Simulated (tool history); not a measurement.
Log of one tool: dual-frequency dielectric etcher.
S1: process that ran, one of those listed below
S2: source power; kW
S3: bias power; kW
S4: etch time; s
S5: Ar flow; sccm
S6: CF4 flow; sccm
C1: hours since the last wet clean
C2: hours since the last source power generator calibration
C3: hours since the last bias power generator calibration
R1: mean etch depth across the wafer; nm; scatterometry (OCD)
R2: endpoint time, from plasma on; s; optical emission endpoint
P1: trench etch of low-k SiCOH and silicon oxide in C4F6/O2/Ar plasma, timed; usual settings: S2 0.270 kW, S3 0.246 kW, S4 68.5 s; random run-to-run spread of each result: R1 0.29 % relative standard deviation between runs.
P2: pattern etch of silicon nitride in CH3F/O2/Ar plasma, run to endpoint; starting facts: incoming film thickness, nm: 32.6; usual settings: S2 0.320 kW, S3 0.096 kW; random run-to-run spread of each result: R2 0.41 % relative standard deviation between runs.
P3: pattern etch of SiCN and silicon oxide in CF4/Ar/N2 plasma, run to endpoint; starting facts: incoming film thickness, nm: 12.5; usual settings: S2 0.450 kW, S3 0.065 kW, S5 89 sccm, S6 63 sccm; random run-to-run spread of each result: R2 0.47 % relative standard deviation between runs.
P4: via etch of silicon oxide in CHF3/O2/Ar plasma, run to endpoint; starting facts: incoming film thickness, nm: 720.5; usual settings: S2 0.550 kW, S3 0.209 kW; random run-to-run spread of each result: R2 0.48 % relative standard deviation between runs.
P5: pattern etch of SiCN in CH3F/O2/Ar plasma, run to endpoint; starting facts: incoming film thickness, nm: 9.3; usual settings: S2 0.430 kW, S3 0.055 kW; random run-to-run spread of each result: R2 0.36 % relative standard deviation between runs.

run   hour  S1     S2     S3    S4  S5  S6     C1     C2      C3      R1       R2
  1    3.5  P1  0.270  0.246  68.5          435.5  842.3  1690.3  219.25
  2    8.1  P4  0.550  0.209                440.1  846.9  1694.9          350.380
  3   13.0  P1  0.200  0.246  68.5          445.0  851.8  1699.8  194.55
  4   18.5  P1  0.270  0.246  68.5          450.5  857.3  1705.3  218.60
  5   24.6  P1  0.330  0.195  68.5          456.6  863.4  1711.4  217.13
  6   29.3  P1  0.270  0.166  44.0          461.3  868.1  1716.1  122.52
  7   32.9  P1  0.270  0.335  68.5          464.9  871.7  1719.7  243.34
  8   38.4  P1  0.210  0.246  95.0          470.4  877.2  1725.2  275.33
  9   44.0  P2  0.320  0.096                476.0  882.8  1730.8           45.424
 10   46.9  P1  0.270  0.151  68.5          478.9  885.7  1733.7  185.19
 11   52.6  P4  0.330  0.209                484.6  891.4  1739.4          426.800
 12   58.4  P1  0.270  0.246  95.0          490.4  897.2  1745.2  301.44
 13   63.8  P2  0.320  0.136                495.8  902.6  1750.6           39.444
 14   67.4  P3  0.450  0.065        89  37  499.4  906.2  1754.2           16.152
 15   70.3  P1  0.270  0.246  68.5          502.3  909.1  1757.1  218.28
 16   74.4  P3  0.450  0.065        89  63  506.4  913.2  1761.2           14.904
 17   79.5  P4  0.550  0.134                511.5  918.3  1766.3          403.660
 18   83.6  P5  0.430  0.055                515.6  922.4  1770.4           27.008
 19   88.8  P3  0.450  0.048        89  63  520.8  927.6  1775.6           16.149
 20   94.8  P1  0.270  0.246  68.5          526.8  933.6  1781.6  217.94
 21  100.8  P5  0.430  0.034                532.8  939.6  1787.6           31.453
 22  106.3  P3  0.590  0.065        89  63  538.3  945.1  1793.1           11.582
 23  109.5  P4  0.550  0.209                541.5  948.3  1796.3          350.800
 24  112.3  P1  0.270  0.246  38.5          544.3  951.1  1799.1  122.90
 25  118.3  P5  0.510  0.055                550.3  957.1  1805.1           25.286

Predict the results of run 26:
 26  123.2  P1  0.380  0.246  68.5          555.2  962.0  1810.0   ?

{"run 26": {"R1": 248.97}}
